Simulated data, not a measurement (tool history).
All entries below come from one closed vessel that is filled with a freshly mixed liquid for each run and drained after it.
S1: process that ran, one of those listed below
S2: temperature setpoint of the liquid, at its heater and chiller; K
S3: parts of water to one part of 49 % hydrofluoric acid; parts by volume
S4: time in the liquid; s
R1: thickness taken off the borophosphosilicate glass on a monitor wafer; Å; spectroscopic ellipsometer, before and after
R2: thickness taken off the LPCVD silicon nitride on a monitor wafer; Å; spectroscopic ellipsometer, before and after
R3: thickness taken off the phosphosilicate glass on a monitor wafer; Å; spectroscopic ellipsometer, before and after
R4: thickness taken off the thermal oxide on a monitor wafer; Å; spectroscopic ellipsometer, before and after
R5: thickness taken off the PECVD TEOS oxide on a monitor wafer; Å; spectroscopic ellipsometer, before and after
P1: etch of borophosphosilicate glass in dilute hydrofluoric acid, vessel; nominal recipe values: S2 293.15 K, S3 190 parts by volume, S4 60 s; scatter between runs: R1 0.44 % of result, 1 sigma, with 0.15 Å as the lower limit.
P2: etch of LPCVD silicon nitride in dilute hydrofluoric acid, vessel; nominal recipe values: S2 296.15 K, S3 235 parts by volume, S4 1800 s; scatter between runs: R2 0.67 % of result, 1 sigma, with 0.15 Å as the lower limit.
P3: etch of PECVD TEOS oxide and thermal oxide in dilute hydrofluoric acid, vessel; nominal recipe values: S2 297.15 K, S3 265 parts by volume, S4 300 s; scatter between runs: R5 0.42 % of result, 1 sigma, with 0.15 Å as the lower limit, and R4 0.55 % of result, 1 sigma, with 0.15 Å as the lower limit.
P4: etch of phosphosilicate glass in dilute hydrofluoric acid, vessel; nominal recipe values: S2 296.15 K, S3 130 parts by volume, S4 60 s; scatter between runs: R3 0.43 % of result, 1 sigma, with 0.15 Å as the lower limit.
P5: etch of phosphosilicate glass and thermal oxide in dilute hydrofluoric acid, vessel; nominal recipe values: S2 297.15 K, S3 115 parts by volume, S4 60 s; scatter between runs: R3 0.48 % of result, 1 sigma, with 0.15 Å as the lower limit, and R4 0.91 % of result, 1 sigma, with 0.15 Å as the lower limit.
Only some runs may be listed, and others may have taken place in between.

run	hour	S1	S2	S3	S4	R1	R2	R3	R4	R5
1	4.9	P1	293.15	190	60	116				
2	7.9	P2	296.15	235	2805		58.591			
3	14.1	P5	297.15	115	60			843.69	23.909	
4	19.5	P2	290.15	235	1800		25.386			
5	24.6	P1	290.15	190	60	104.02				
6	28.4	P3	297.15	265	300				43.257	105.29
7	32.8	P1	293.15	190	60	116.36				
8	37.4	P1	296.65	190	30	66.69				
9	40.7	P1	293.15	190	90	175.57				
10	43.6	P3	297.15	80	300				176.3	426.06
11	48	P3	297.15	265	300				42.742	104.95
12	52.8	P2	296.15	235	1800		37.591			
13	59.2	P4	296.15	130	60			607.97		
14	62	P4	291.15	130	60			499		
15	66.7	P5	297.15	170	60			539.34	15.188	
16	71.1	P4	296.15	130	30			306.37		
17	77.2	P1	293.15	190	60	117.06				
18	83.3	P1	293.15	190	60	117.3				
19	89.5	P5	297.15	115	60			849.11	24.596	
20	93	P3	292.15	265	300				35.65	87.911
21	97.7	P5	297.15	115	105			1485.4	42.998	
22	102.2	P2	296.15	235	1800		37.627			

Forecast run 23:
23	105.5	P1	299.15	190	60	?				

R1: 147.76 Å

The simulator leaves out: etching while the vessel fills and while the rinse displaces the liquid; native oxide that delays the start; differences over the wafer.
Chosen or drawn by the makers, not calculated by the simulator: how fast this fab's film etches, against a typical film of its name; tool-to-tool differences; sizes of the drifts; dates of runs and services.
